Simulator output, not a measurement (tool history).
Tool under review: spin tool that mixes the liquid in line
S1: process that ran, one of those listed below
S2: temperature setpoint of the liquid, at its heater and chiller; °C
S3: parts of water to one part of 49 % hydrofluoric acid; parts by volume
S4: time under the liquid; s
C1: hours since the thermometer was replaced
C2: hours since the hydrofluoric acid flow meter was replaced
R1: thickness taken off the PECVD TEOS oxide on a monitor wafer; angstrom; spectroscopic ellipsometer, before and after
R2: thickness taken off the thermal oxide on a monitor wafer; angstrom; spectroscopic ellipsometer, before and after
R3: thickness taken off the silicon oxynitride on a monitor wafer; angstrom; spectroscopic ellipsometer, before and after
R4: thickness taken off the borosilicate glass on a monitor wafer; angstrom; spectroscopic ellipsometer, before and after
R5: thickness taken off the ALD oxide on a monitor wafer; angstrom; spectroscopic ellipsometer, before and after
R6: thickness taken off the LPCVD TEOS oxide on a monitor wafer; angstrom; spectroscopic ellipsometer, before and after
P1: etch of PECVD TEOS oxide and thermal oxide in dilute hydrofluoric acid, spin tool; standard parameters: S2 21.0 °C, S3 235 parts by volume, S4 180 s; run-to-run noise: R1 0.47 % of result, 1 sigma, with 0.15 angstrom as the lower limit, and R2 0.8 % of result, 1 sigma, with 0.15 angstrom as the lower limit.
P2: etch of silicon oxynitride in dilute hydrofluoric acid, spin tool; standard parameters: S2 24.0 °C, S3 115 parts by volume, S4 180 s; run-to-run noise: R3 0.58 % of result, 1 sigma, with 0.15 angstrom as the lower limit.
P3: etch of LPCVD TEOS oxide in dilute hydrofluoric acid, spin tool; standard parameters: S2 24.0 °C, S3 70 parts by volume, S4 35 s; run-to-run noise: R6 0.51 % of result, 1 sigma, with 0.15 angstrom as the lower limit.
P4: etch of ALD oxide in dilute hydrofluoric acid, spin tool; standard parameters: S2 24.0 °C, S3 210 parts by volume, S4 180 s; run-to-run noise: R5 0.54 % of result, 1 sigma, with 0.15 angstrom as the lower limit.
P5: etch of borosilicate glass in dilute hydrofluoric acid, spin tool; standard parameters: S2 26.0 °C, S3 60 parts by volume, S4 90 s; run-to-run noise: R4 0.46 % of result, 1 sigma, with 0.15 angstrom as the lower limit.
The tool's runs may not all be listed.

Run 1, hour 4.5: S1 P1, S2 21.0 °C, S3 235 parts by volume, S4 180 s; C1 1749.9; C2 657.0. Result: R1 57.7260 angstrom, R2 26.9210 angstrom.
Run 2, hour 12.1: S1 P1, S2 21.0 °C, S3 235 parts by volume, S4 315 s; C1 1757.5; C2 664.6. Result: R1 100.1000 angstrom, R2 47.2870 angstrom.
Run 3, hour 20.0: S1 P1, S2 26.5 °C, S3 395 parts by volume, S4 180 s; C1 1765.4; C2 672.5. Result: R1 35.6320 angstrom, R2 16.6200 angstrom.
Run 4, hour 25.4: S1 P2, S2 24.0 °C, S3 115 parts by volume, S4 180 s; C1 1770.8; C2 677.9. Result: R3 60.800 angstrom.
Run 5, hour 31.3: S1 P1, S2 21.0 °C, S3 235 parts by volume, S4 180 s; C1 1776.7; C2 683.8. Result: R1 57.7100 angstrom, R2 27.0500 angstrom.
Run 6, hour 38.0: S1 P2, S2 24.0 °C, S3 115 parts by volume, S4 180 s; C1 1783.4; C2 690.5. Result: R3 61.451 angstrom.
Run 7, hour 45.8: S1 P1, S2 21.0 °C, S3 235 parts by volume, S4 180 s; C1 1791.2; C2 698.3. Result: R1 57.5460 angstrom, R2 27.4130 angstrom.
Run 8, hour 50.7: S1 P5, S2 30.5 °C, S3 60 parts by volume, S4 90 s; C1 1796.1; C2 703.2. Result: R4 444.59 angstrom.
Run 9, hour 56.8: S1 P4, S2 24.0 °C, S3 210 parts by volume, S4 180 s; C1 1802.2; C2 709.3. Result: R5 146.62 angstrom.
Run 10, hour 64.5: S1 P1, S2 21.0 °C, S3 235 parts by volume, S4 180 s; C1 1809.9; C2 717.0. Result: R1 57.0000 angstrom, R2 27.0280 angstrom.
Run 11, hour 72.4: S1 P1, S2 27.0 °C, S3 235 parts by volume, S4 180 s; C1 1817.8; C2 724.9. Result: R1 71.0820 angstrom, R2 33.2390 angstrom.
Run 12, hour 77.4: S1 P3, S2 24.0 °C, S3 70 parts by volume, S4 35 s; C1 1822.8; C2 729.9. Result: R6 100.880 angstrom.
Run 13, hour 81.6: S1 P1, S2 21.0 °C, S3 140 parts by volume, S4 180 s; C1 1827.0; C2 734.1. Result: R1 106.4200 angstrom, R2 50.0560 angstrom.
Run 14, hour 89.9: S1 P3, S2 24.0 °C, S3 70 parts by volume, S4 15 s; C1 1835.3; C2 742.4. Result: R6 43.394 angstrom.
Run 15, hour 93.7: S1 P5, S2 26.0 °C, S3 60 parts by volume, S4 90 s; C1 1839.1; C2 746.2. Result: R4 368.38 angstrom.
Run 16, hour 97.7: S1 P4, S2 24.0 °C, S3 110 parts by volume, S4 180 s; C1 1843.1; C2 750.2. Result: R5 313.08 angstrom.
Run 17, hour 104.4: S1 P4, S2 24.0 °C, S3 210 parts by volume, S4 15 s; C1 1849.8; C2 756.9. Result: R5 12.30 angstrom.
Run 18, hour 111.0: S1 P2, S2 24.0 °C, S3 115 parts by volume, S4 40 s; C1 1856.4; C2 763.5. Result: R3 13.241 angstrom.
Run 19, hour 115.3: S1 P4, S2 28.0 °C, S3 210 parts by volume, S4 180 s; C1 1860.7; C2 767.8. Result: R5 170.08 angstrom.
Run 20, hour 122.3: S1 P3, S2 31.0 °C, S3 70 parts by volume, S4 35 s; C1 1867.7; C2 774.8. Result: R6 132.390 angstrom.
Run 21, hour 129.5: S1 P1, S2 17.0 °C, S3 235 parts by volume, S4 180 s; C1 1874.9; C2 782.0. Result: R1 48.8170 angstrom, R2 23.3550 angstrom.
Run 22, hour 136.1: S1 P1, S2 21.0 °C, S3 355 parts by volume, S4 180 s; C1 1881.5; C2 788.6. Result: R1 34.3000 angstrom, R2 16.2130 angstrom.
Run 23, hour 139.9: S1 P3, S2 24.0 °C, S3 70 parts by volume, S4 35 s; C1 1885.3; C2 792.4. Result: R6 102.170 angstrom.
Run 24, hour 147.9: S1 P2, S2 17.0 °C, S3 115 parts by volume, S4 180 s; C1 1893.3; C2 800.4. Result: R3 43.925 angstrom.
Run 25, hour 151.9: S1 P1, S2 21.0 °C, S3 235 parts by volume, S4 25 s; C1 1897.3; C2 804.4. Result: R1 7.9693 angstrom, R2 3.7864 angstrom.
Run 26, hour 159.6: S1 P5, S2 26.0 °C, S3 110 parts by volume, S4 90 s; C1 1905.0; C2 812.1. Result: R4 190.14 angstrom.
Run 27, hour 166.7: S1 P1, S2 21.0 °C, S3 235 parts by volume, S4 180 s; C1 1912.1; C2 819.2. Result: R1 57.8280 angstrom, R2 27.0670 angstrom.
Run 28, hour 172.0: S1 P3, S2 24.0 °C, S3 115 parts by volume, S4 35 s; C1 1917.4; C2 824.5. Result: R6 57.877 angstrom.
Run 29, hour 176.0: S1 P5, S2 26.0 °C, S3 60 parts by volume, S4 140 s; C1 1921.4; C2 828.5. Result: R4 576.01 angstrom.
Run 30, hour 180.6: S1 P1, S2 21.0 °C, S3 45 parts by volume, S4 20 s; C1 1926.0; C2 833.1. Result: R1 41.0170 angstrom, R2 19.4990 angstrom.
Run 31, hour 187.2: S1 P2, S2 24.0 °C, S3 30 parts by volume, S4 180 s; C1 1932.6; C2 839.7. Result: R3 252.620 angstrom.
Run 32, hour 193.7: S1 P1, S2 21.0 °C, S3 235 parts by volume, S4 180 s; C1 1939.1; C2 846.2. Result: R1 57.5250 angstrom, R2 27.3020 angstrom.
Run 33, hour 199.6: S1 P1, S2 21.0 °C, S3 235 parts by volume, S4 180 s; C1 1945.0; C2 852.1. Result: R1 55.0750 angstrom, R2 26.0950 angstrom.
Run 34, hour 203.8: S1 P1, S2 21.0 °C, S3 235 parts by volume, S4 180 s; C1 1949.2; C2 856.3. Result: R1 54.7810 angstrom, R2 25.7560 angstrom.
Run 35, hour 209.0: S1 P1, S2 21.0 °C, S3 235 parts by volume, S4 180 s; C1 1954.4; C2 861.5. Result: R1 54.1860 angstrom, R2 25.8570 angstrom.
Run 36, hour 214.6: S1 P1, S2 21.0 °C, S3 235 parts by volume, S4 180 s; C1 1960.0; C2 867.1. Result: R1 53.5240 angstrom, R2 25.5720 angstrom.
Run 37, hour 219.5: S1 P1, S2 21.0 °C, S3 235 parts by volume, S4 180 s; C1 1964.9; C2 872.0. Result: R1 53.7530 angstrom, R2 25.4970 angstrom.
Run 38, hour 225.5: S1 P1, S2 21.0 °C, S3 235 parts by volume, S4 180 s; C1 1970.9; C2 878.0. Result: R1 53.3770 angstrom, R2 25.2240 angstrom.

The log shows P1 creeping away from where it was. Any of the 2 causes listed here, at the size stated for it, fits the log just as well as the others:
A: liquid colder than its thermometer reads (K) = 1.94
B: hydrofluoric acid flow below the setpoint (%) = 5.78
The creep began at about hour 193.7.

Which of the 4 check runs listed below, each an average over 2 wafers with its results shown as question marks, gives clearly different results under the different listed causes?
Run check 1, hour 231.5: S1 P4, S2 24.0 °C, S3 130 parts by volume, S4 180 s. Result: R5 ?.
Run check 2, hour 231.5: S1 P5, S2 26.0 °C, S3 105 parts by volume, S4 130 s. Result: R4 ?.
Run check 3, hour 231.5: S1 P3, S2 30.5 °C, S3 100 parts by volume, S4 35 s. Result: R6 ?.
Run check 4, hour 231.5: S1 P2, S2 17.0 °C, S3 45 parts by volume, S4 180 s. Result: R3 ?.

Expected result of each check under each candidate cause:
  check  result     if A     if B
check 1      R5   240.58   242.29
check 2      R4   266.09   268.26
check 3      R6   81.109   81.503
check 4      R3  104.950  109.200
Minimum pairwise separation of causes per check, each pair taken at its best-separating result: check 1 0.71 %; check 2 0.81 %; check 3 0.48 %; check 4 3.98 %
Only check 4 tells the causes apart: in the others they would give nearly the same result.

Running check 4 produced the following: R3 105.300 angstrom. Which one of the listed causes fits?

It is A: liquid colder than its thermometer reads (K).
